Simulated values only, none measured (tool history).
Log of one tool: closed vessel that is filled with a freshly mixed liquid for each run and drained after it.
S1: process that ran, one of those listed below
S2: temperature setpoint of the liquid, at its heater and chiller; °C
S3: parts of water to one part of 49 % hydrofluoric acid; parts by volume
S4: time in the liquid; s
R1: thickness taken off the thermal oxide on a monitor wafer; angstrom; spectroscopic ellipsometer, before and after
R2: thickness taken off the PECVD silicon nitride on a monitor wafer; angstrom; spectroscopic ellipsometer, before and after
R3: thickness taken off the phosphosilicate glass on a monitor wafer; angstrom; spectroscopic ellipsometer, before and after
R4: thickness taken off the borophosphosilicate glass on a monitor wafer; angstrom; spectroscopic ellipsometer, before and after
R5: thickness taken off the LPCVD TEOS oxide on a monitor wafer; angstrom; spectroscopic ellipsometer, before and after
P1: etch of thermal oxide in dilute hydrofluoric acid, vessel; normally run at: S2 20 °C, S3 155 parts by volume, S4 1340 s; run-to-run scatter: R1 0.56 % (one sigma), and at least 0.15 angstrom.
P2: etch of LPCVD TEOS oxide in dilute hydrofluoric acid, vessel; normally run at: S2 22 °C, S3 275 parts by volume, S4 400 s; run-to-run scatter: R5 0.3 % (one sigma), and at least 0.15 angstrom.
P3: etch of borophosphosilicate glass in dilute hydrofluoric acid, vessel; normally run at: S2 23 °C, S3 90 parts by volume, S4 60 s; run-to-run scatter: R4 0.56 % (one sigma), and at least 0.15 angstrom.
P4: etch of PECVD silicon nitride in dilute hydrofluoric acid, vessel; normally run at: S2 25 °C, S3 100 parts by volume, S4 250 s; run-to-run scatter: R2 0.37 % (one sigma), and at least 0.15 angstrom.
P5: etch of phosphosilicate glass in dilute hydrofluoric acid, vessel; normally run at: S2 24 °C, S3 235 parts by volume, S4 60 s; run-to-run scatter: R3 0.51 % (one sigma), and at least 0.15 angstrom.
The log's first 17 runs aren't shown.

| run | hour | S1 | S2 | S3 | S4 | R1 | R2 | R3 | R4 | R5 |
|---|---|---|---|---|---|---|---|---|---|---|
| 18 | 129.7 | P1 | 20 | 155 | 1340 | 364.1 |  |  |  |  |
| 19 | 139.3 | P5 | 24 | 235 | 30 |  |  | 159.18 |  |  |
| 20 | 147.3 | P5 | 18.5 | 235 | 60 |  |  | 258.38 |  |  |
| 21 | 156.6 | P1 | 20 | 155 | 1340 | 362.67 |  |  |  |  |
| 22 | 161.3 | P2 | 22 | 275 | 400 |  |  |  |  | 212.25 |
| 23 | 167.8 | P5 | 24 | 235 | 60 |  |  | 317.45 |  |  |
| 24 | 175.7 | P1 | 20 | 100 | 575 | 256.25 |  |  |  |  |
| 25 | 184.6 | P3 | 23 | 90 | 60 |  |  |  | 259.42 |  |
| 26 | 190.6 | P4 | 25 | 100 | 400 |  | 145.16 |  |  |  |
| 27 | 197.6 | P2 | 17 | 275 | 400 |  |  |  |  | 176.22 |
| 28 | 206.9 | P1 | 20 | 155 | 2240 | 603.1 |  |  |  |  |
| 29 | 215.4 | P2 | 22 | 275 | 400 |  |  |  |  | 213.08 |

Forecast run 30:
| 30 | 221.6 | P4 | 25 | 100 | 250 |  | ? |  |  |  |

{"run 30": {"R2": 89.792}}
